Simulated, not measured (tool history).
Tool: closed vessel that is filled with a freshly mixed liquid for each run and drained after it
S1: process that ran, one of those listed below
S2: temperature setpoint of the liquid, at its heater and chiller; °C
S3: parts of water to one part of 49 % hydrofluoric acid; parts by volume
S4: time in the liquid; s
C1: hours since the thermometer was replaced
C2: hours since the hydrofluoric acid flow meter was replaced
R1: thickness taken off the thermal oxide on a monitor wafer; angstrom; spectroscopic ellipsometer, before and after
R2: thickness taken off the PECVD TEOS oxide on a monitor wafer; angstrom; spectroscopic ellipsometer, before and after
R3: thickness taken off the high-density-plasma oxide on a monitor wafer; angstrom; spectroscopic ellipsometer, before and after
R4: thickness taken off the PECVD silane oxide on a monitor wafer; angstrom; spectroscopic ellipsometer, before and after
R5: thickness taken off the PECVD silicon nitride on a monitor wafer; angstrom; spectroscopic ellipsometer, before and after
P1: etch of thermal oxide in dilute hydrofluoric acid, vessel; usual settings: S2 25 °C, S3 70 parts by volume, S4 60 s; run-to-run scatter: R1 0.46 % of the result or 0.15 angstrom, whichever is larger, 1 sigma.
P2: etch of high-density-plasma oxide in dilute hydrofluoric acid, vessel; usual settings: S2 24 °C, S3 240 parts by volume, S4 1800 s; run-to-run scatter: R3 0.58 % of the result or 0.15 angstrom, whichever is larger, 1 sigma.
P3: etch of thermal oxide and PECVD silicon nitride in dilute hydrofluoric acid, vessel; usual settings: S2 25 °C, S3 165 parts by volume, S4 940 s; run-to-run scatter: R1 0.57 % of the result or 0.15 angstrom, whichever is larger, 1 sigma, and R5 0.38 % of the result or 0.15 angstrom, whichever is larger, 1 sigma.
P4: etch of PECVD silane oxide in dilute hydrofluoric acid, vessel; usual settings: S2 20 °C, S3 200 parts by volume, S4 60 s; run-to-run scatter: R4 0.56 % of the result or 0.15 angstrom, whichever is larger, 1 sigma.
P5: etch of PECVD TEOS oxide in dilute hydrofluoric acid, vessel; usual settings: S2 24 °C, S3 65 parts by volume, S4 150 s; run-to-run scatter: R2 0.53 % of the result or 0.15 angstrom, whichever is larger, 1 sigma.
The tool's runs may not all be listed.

run 1 hour=9.4 | S1=P1 S2=25 S3=70 S4=60 | C1=694.9 C2=341.7 | R1=45.396
run 2 hour=22.6 | S1=P5 S2=24 S3=65 S4=50 | C1=708.1 C2=354.9 | R2=69.156
run 3 hour=32.7 | S1=P1 S2=25 S3=70 S4=60 | C1=718.2 C2=365 | R1=45.324
run 4 hour=40.6 | S1=P5 S2=24 S3=65 S4=150 | C1=726.1 C2=372.9 | R2=209.69
run 5 hour=47.9 | S1=P2 S2=24 S3=240 S4=1800 | C1=733.4 C2=380.2 | R3=323.86
run 6 hour=59.7 | S1=P1 S2=32 S3=70 S4=60 | C1=745.2 C2=392 | R1=59.314
run 7 hour=69.6 | S1=P4 S2=20 S3=200 S4=30 | C1=755.1 C2=401.9 | R4=31.311
run 8 hour=81.5 | S1=P1 S2=25 S3=70 S4=105 | C1=767 C2=413.8 | R1=80.142
run 9 hour=88.8 | S1=P5 S2=24 S3=105 S4=150 | C1=774.3 C2=421.1 | R2=123.13
run 10 hour=100.9 | S1=P3 S2=25 S3=165 S4=30 | C1=786.4 C2=433.2 | R1=7.9284 R5=6.1731
run 11 hour=107 | S1=P1 S2=32.5 S3=70 S4=30 | C1=792.5 C2=439.3 | R1=30.66
run 12 hour=118 | S1=P1 S2=21 S3=70 S4=60 | C1=803.5 C2=450.3 | R1=38.604
run 13 hour=128.2 | S1=P3 S2=25 S3=40 S4=940 | C1=813.7 C2=460.5 | R1=1208.7 R5=812.81
run 14 hour=140.8 | S1=P2 S2=24 S3=240 S4=1800 | C1=826.3 C2=473.1 | R3=322.36
run 15 hour=153.7 | S1=P3 S2=21 S3=165 S4=940 | C1=839.2 C2=486 | R1=217.63 R5=154.78
run 16 hour=165 | S1=P1 S2=25 S3=70 S4=60 | C1=850.5 C2=497.3 | R1=45.314
run 17 hour=174.6 | S1=P2 S2=24 S3=45 S4=1800 | C1=860.1 C2=506.9 | R3=2178.9
run 18 hour=183 | S1=P1 S2=25 S3=70 S4=60 | C1=868.5 C2=515.3 | R1=45.206
run 19 hour=195.9 | S1=P1 S2=17 S3=70 S4=30 | C1=881.4 C2=528.2 | R1=16.626
run 20 hour=205.7 | S1=P1 S2=25 S3=70 S4=60 | C1=891.2 C2=538 | R1=45.318
run 21 hour=216.5 | S1=P5 S2=17 S3=65 S4=150 | C1=902 C2=548.8 | R2=154.14
run 22 hour=228.1 | S1=P4 S2=20 S3=200 S4=60 | C1=913.6 C2=560.4 | R4=63.467
run 23 hour=235.7 | S1=P1 S2=25 S3=25 S4=60 | C1=921.2 C2=568 | R1=134.67
run 24 hour=248.3 | S1=P2 S2=18.5 S3=240 S4=1800 | C1=933.8 C2=580.6 | R3=260.72
run 25 hour=258.7 | S1=P1 S2=25 S3=70 S4=30 | C1=944.2 C2=591 | R1=22.954
run 26 hour=265.7 | S1=P2 S2=24 S3=240 S4=3165 | C1=951.2 C2=598 | R3=565.11
run 27 hour=276.7 | S1=P4 S2=20 S3=200 S4=60 | C1=962.2 C2=609 | R4=62.941
run 28 hour=289.3 | S1=P4 S2=20 S3=310 S4=60 | C1=974.8 C2=621.6 | R4=36.949
run 29 hour=299.2 | S1=P1 S2=25 S3=100 S4=60 | C1=984.7 C2=631.5 | R1=30.644
run 30 hour=310.9 | S1=P1 S2=25 S3=70 S4=60 | C1=996.4 C2=643.2 | R1=45.607
run 31 hour=321.8 | S1=P4 S2=17 S3=200 S4=60 | C1=1007.3 C2=654.1 | R4=55.625
run 32 hour=332.6 | S1=P3 S2=25 S3=165 S4=940 | C1=1018.1 C2=664.9 | R1=253.89 R5=200.73
run 33 hour=341.3 | S1=P1 S2=25 S3=70 S4=60 | C1=1026.8 C2=673.6 | R1=45.311
run 34 hour=350.4 | S1=P1 S2=25 S3=70 S4=60 | C1=1035.9 C2=682.7 | R1=46.25
run 35 hour=359.8 | S1=P1 S2=25 S3=70 S4=60 | C1=1045.3 C2=692.1 | R1=46.777
run 36 hour=367.2 | S1=P1 S2=25 S3=70 S4=60 | C1=1052.7 C2=699.5 | R1=47.294
run 37 hour=378 | S1=P1 S2=25 S3=70 S4=60 | C1=1063.5 C2=710.3 | R1=47.722
run 38 hour=384.2 | S1=P1 S2=25 S3=70 S4=60 | C1=1069.7 C2=716.5 | R1=48.312
run 39 hour=396 | S1=P1 S2=25 S3=70 S4=60 | C1=1081.5 C2=728.3 | R1=48.51
run 40 hour=404.2 | S1=P1 S2=25 S3=70 S4=60 | C1=1089.7 C2=736.5 | R1=48.514
run 41 hour=412.5 | S1=P1 S2=25 S3=70 S4=60 | C1=1098 C2=744.8 | R1=48.222
run 42 hour=420.5 | S1=P1 S2=25 S3=70 S4=60 | C1=1106 C2=752.8 | R1=48.677
run 43 hour=428.9 | S1=P1 S2=25 S3=70 S4=60 | C1=1114.4 C2=761.2 | R1=48.27
run 44 hour=437.7 | S1=P1 S2=25 S3=70 S4=60 | C1=1123.2 C2=770 | R1=48.407

What P1 gives has crept away from where it was. These 2 causes fit the log equally well, each at the size given:
A: liquid hotter than its thermometer reads (K) = 1.59
B: hydrofluoric acid flow above the setpoint (%) = 5.97
The creep began at about hour 341.3.

4 check runs are offered, one wafer each, their results left as question marks. Which one tells the causes apart?
run check 1 hour=446.5 | S1=P4 S2=17 S3=200 S4=30 | R4=?
run check 2 hour=446.5 | S1=P3 S2=22 S3=75 S4=940 | R1=? R5=?
run check 3 hour=446.5 | S1=P5 S2=17 S3=65 S4=65 | R2=?
run check 4 hour=446.5 | S1=P2 S2=24 S3=70 S4=1800 | R3=?

What each check would give under each cause:
check=check_1 result=R4 if_A=29.764 if_B=29.928
check=check_2 result=R1 if_A=587.01 if_B=586.07
check=check_2 result=R5 if_A=398.96 if_B=379.46
check=check_3 result=R2 if_A=72.34 if_B=71.902
check=check_4 result=R3 if_A=1429.4 if_B=1428
How far apart the two closest causes lie, in the result that separates them most: check 1 0.55 %; check 2 5.01 %; check 3 0.61 %; check 4 0.1 %
Check 2 tells the causes apart: in the others they would give nearly the same result.

Check 2 was then run and gave: R1 582.67 angstrom; R5 398.47 angstrom. Which cause is it?

It is A: liquid hotter than its thermometer reads (K).
